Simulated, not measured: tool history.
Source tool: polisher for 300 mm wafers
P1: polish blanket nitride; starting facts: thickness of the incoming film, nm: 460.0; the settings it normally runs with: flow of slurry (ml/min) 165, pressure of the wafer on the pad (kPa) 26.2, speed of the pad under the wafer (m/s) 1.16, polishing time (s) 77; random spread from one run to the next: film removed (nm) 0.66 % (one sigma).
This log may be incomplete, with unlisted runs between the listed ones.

run,day,flow of slurry (ml/min),pressure of the wafer on the pad (kPa),speed of the pad under the wafer (m/s),polishing time (s),wafers polished on this pad,hours since the slurry nozzle was cleaned,hours since the head pressure was calibrated,film removed (nm)
1,0.100,165,26.2,1.16,77,415,251.5,43.1,163.700
2,0.225,165,13.1,1.16,77,436,254.5,46.1,82.258
3,0.338,115,26.2,1.16,77,454,257.2,48.8,154.780
4,0.458,165,26.2,1.64,77,475,260.1,51.7,218.210
5,0.588,250,26.2,1.16,77,496,263.2,54.8,176.420
6,0.771,165,26.2,0.52,77,526,267.6,59.2,86.581
7,0.962,165,26.2,1.16,98,558,272.2,63.8,208.520
8,1.125,100,26.2,1.16,94,585,276.1,67.7,182.450
9,1.296,165,26.2,1.16,77,614,280.2,71.8,164.810
10,1.421,165,26.2,1.16,77,635,283.2,74.8,164.910
11,1.529,215,26.2,1.66,77,653,285.8,77.4,226.710
12,1.625,165,26.2,1.46,116,668,288.1,79.7,296.140
13,1.758,165,26.2,1.16,77,691,291.3,82.9,165.720
14,1.946,165,26.2,1.16,35,722,295.8,87.4,74.714
15,2.083,165,26.2,1.16,77,745,299.1,90.7,165.680
16,2.262,165,40.7,1.16,77,774,303.4,95.0,257.080
17,2.438,165,26.2,1.16,77,804,307.6,99.2,164.840
18,2.583,165,26.2,1.16,77,828,311.1,102.7,164.710

Estimate the outcome of run 19 from the log above:
19,2.696,165,26.2,1.16,77,846,313.8,105.4,?

Run 19 yielded film removed (nm) 160.290.
